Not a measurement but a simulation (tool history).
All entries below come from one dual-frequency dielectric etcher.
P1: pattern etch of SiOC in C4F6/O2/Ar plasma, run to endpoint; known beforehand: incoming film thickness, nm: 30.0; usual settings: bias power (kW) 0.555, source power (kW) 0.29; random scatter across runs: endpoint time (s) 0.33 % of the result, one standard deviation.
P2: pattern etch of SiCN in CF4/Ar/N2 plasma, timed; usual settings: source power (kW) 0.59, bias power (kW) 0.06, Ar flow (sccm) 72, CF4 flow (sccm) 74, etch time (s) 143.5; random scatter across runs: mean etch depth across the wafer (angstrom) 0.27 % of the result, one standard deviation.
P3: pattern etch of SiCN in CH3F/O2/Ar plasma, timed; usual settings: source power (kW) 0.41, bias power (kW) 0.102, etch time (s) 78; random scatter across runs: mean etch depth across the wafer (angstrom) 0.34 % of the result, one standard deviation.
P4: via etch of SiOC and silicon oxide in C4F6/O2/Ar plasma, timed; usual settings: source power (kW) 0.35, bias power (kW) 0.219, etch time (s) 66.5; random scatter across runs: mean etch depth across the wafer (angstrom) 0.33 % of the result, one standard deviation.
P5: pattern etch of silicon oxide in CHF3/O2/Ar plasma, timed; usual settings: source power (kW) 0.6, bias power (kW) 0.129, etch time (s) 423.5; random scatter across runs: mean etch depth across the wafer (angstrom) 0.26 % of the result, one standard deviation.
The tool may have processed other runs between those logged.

run,day,process that ran,bias power (kW),source power (kW),etch time (s),Ar flow (sccm),CF4 flow (sccm),endpoint time (s),mean etch depth across the wafer (angstrom)
1,0.558,P1,0.555,0.29,,,,11.25,
2,1.179,P5,0.179,0.6,423.5,,,,8288
3,1.504,P4,0.219,0.35,66.5,,,,751.04
4,1.929,P2,0.06,0.48,143.5,72,74,,1287.2
5,2.496,P1,0.368,0.29,,,,13.116,
6,3.108,P3,0.143,0.41,78,,,,389.3
7,3.592,P3,0.102,0.53,78,,,,373.35
8,4.05,P3,0.102,0.41,48.5,,,,212.94
9,4.392,P2,0.06,0.59,143.5,72,74,,1539
10,4.904,P1,0.555,0.29,,,,11.296,
11,5.617,P5,0.129,0.6,423.5,,,,7459.1
12,5.996,P2,0.06,0.59,80.5,72,74,,867.83
13,6.396,P4,0.219,0.35,66.5,,,,749.64
14,7.092,P1,0.671,0.29,,,,10.427,
15,7.467,P2,0.06,0.59,143.5,72,44,,1423.8
16,7.908,P1,0.555,0.23,,,,12.259,
17,8.25,P2,0.042,0.59,143.5,72,74,,1389.5
18,8.862,P1,0.424,0.21,,,,14.053,
19,9.462,P1,0.555,0.38,,,,10.175,
20,10.092,P2,0.06,0.59,143.5,72,74,,1539.6
21,10.454,P5,0.129,0.6,622.5,,,,10930
22,11.167,P1,0.415,0.35,,,,11.686,
23,11.808,P4,0.219,0.22,66.5,,,,630.34
24,12.321,P1,0.555,0.29,,,,11.224,
25,12.938,P1,0.555,0.29,,,,11.333,
26,13.279,P4,0.152,0.35,66.5,,,,666.41
27,13.938,P2,0.06,0.59,143.5,100,74,,1464.6
28,14.496,P1,0.555,0.29,,,,11.195,
29,15.204,P1,0.555,0.29,,,,11.224,

Run 30 is up next; what results do you expect?
30,15.596,P4,0.219,0.35,39.5,,,,?

{"run 30": {"mean etch depth across the wafer (angstrom)": 444.71}}
